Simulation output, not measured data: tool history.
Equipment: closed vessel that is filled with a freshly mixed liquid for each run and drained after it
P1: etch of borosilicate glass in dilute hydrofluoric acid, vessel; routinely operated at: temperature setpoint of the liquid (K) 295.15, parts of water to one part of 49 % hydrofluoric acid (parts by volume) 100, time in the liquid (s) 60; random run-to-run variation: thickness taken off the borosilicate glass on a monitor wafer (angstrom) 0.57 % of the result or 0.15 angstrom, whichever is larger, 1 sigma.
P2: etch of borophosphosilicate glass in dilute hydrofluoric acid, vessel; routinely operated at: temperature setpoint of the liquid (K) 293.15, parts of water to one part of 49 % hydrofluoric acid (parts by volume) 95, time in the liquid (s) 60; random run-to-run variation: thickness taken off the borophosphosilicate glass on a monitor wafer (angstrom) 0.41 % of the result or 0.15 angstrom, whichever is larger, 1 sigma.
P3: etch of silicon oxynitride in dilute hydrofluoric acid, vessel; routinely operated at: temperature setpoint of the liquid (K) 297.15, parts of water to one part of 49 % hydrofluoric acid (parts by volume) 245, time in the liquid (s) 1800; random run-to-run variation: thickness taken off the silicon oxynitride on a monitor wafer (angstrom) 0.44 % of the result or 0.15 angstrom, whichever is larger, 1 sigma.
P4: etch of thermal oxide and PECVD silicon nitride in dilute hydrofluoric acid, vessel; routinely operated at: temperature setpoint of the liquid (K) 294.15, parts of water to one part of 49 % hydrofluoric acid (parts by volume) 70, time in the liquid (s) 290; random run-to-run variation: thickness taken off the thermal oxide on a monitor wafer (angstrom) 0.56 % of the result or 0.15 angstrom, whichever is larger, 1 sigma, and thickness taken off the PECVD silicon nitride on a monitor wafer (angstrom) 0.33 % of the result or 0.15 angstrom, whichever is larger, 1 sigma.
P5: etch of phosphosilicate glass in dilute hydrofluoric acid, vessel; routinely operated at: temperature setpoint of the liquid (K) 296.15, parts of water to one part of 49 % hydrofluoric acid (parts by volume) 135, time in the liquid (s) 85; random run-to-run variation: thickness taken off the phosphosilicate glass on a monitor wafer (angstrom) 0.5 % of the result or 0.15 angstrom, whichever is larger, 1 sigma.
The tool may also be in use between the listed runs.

run,hour,process that ran,temperature setpoint of the liquid (K),parts of water to one part of 49 % hydrofluoric acid (parts by volume),time in the liquid (s),hours since the thermometer was replaced,hours since the hydrofluoric acid flow meter was replaced,thickness taken off the borosilicate glass on a monitor wafer (angstrom),thickness taken off the borophosphosilicate glass on a monitor wafer (angstrom),thickness taken off the phosphosilicate glass on a monitor wafer (angstrom),thickness taken off the thermal oxide on a monitor wafer (angstrom),thickness taken off the PECVD silicon nitride on a monitor wafer (angstrom),thickness taken off the silicon oxynitride on a monitor wafer (angstrom)
1,5.1,P1,295.15,100,60,882.4,1047.9,164.630,,,,,
2,9.0,P2,300.65,95,60,886.3,1051.8,,565.74,,,,
3,16.1,P5,296.15,135,30,893.4,1058.9,,,213.73,,,
4,21.9,P1,295.15,160,90,899.2,1064.7,144.010,,,,,
5,26.9,P1,295.15,100,115,904.2,1069.7,319.830,,,,,
6,31.4,P4,290.15,70,290,908.7,1074.2,,,,159.250,52.6740,
7,37.1,P1,290.15,55,60,914.4,1079.9,257.180,,,,,
8,41.0,P4,294.15,70,290,918.3,1083.8,,,,188.610,69.6070,
9,45.8,P1,302.15,100,60,923.1,1088.6,216.490,,,,,
10,52.4,P4,294.15,25,290,929.7,1095.2,,,,555.470,188.9300,
11,58.4,P3,297.15,440,1800,935.7,1101.2,,,,,,47.642
12,64.0,P1,290.15,100,60,941.3,1106.8,134.520,,,,,
13,71.2,P2,293.15,95,30,948.5,1114.0,,208.20,,,,
# hour 71.8: hydrofluoric acid flow meter replaced
14,76.5,P1,295.15,100,30,953.8,4.7,82.569,,,,,
15,80.1,P4,294.15,70,290,957.4,8.3,,,,188.000,69.6150,
16,84.7,P5,302.65,135,85,962.0,12.9,,,771.90,,,
17,88.1,P1,295.15,55,60,965.4,16.3,320.720,,,,,
18,93.9,P1,295.15,100,60,971.2,22.1,164.260,,,,,
19,99.6,P1,295.15,100,60,976.9,27.8,163.900,,,,,
20,103.3,P1,295.15,150,60,980.6,31.5,103.840,,,,,
21,107.4,P5,296.15,50,85,984.7,35.6,,,1824.70,,,
22,112.4,P3,297.15,245,1800,989.7,40.6,,,,,,96.135
23,119.0,P1,295.15,100,60,996.3,47.2,163.620,,,,,
24,123.7,P1,295.15,100,60,1001.0,51.9,166.790,,,,,
25,130.7,P2,293.15,95,60,1008.0,58.9,,417.14,,,,
26,133.9,P5,296.15,135,85,1011.2,62.1,,,606.04,,,
27,139.3,P3,297.15,245,1800,1016.6,67.5,,,,,,97.731
28,143.2,P2,293.15,130,60,1020.5,71.4,,292.33,,,,
29,150.2,P4,294.15,70,30,1027.5,78.4,,,,19.273,7.1643,
30,156.0,P1,295.15,100,60,1033.3,84.2,166.440,,,,,
31,162.7,P3,297.15,245,3235,1040.0,90.9,,,,,,174.500
32,169.6,P3,301.65,245,1800,1046.9,97.8,,,,,,117.660
33,175.8,P1,295.15,100,60,1053.1,104.0,166.630,,,,,
34,180.4,P1,295.15,100,60,1057.7,108.6,162.960,,,,,
35,184.9,P1,295.15,100,60,1062.2,113.1,159.540,,,,,
36,189.5,P1,295.15,100,60,1066.8,117.7,156.830,,,,,
37,193.8,P1,295.15,100,60,1071.1,122.0,156.330,,,,,
38,200.3,P1,295.15,100,60,1077.6,128.5,156.270,,,,,
39,206.2,P1,295.15,100,60,1083.5,134.4,155.190,,,,,
40,211.9,P1,295.15,100,60,1089.2,140.1,153.540,,,,,

The log shows P1 creeping away from where it was. Any of the 2 causes listed here, at the size stated for it, fits the log just as well as the others:
A: liquid colder than its thermometer reads (K) = 1.71
B: hydrofluoric acid flow below the setpoint (%) = 5.99
The gradual shift began around hour 175.8.

Which of the check runs below tells the causes apart, meaning the causes would give it clearly different results? Each run uses 2 wafers whose results are averaged, and each result is shown as a question mark.
check 1,217.6,P5,299.15,135,55,,,,,?,,,
check 2,217.6,P3,301.15,245,3005,,,,,,,,?
check 3,217.6,P2,299.65,130,60,,,,?,,,,
check 4,217.6,P4,294.15,70,65,,,,,,?,?,

What each check would give under each cause:
check,result,if A,if B
check 1,thickness taken off the phosphosilicate glass on a monitor wafer (angstrom),411.22,408.40
check 2,thickness taken off the silicon oxynitride on a monitor wafer (angstrom),178.950,178.530
check 3,thickness taken off the borophosphosilicate glass on a monitor wafer (angstrom),354.29,351.91
check 4,thickness taken off the thermal oxide on a monitor wafer (angstrom),39.304,39.479
check 4,thickness taken off the PECVD silicon nitride on a monitor wafer (angstrom),13.8640,14.6820
Separation of the two closest causes in each check, using whichever result separates them best: check 1 0.69 %; check 2 0.23 %; check 3 0.68 %; check 4 5.73 %
Check 4 tells the causes apart: in the others they would give nearly the same result.

Check 4 was carried out, with these results: thickness taken off the thermal oxide on a monitor wafer (angstrom) 39.414; thickness taken off the PECVD silicon nitride on a monitor wafer (angstrom) 13.8310. Which of the listed causes is responsible?

A is the cause: liquid colder than its thermometer reads (K).
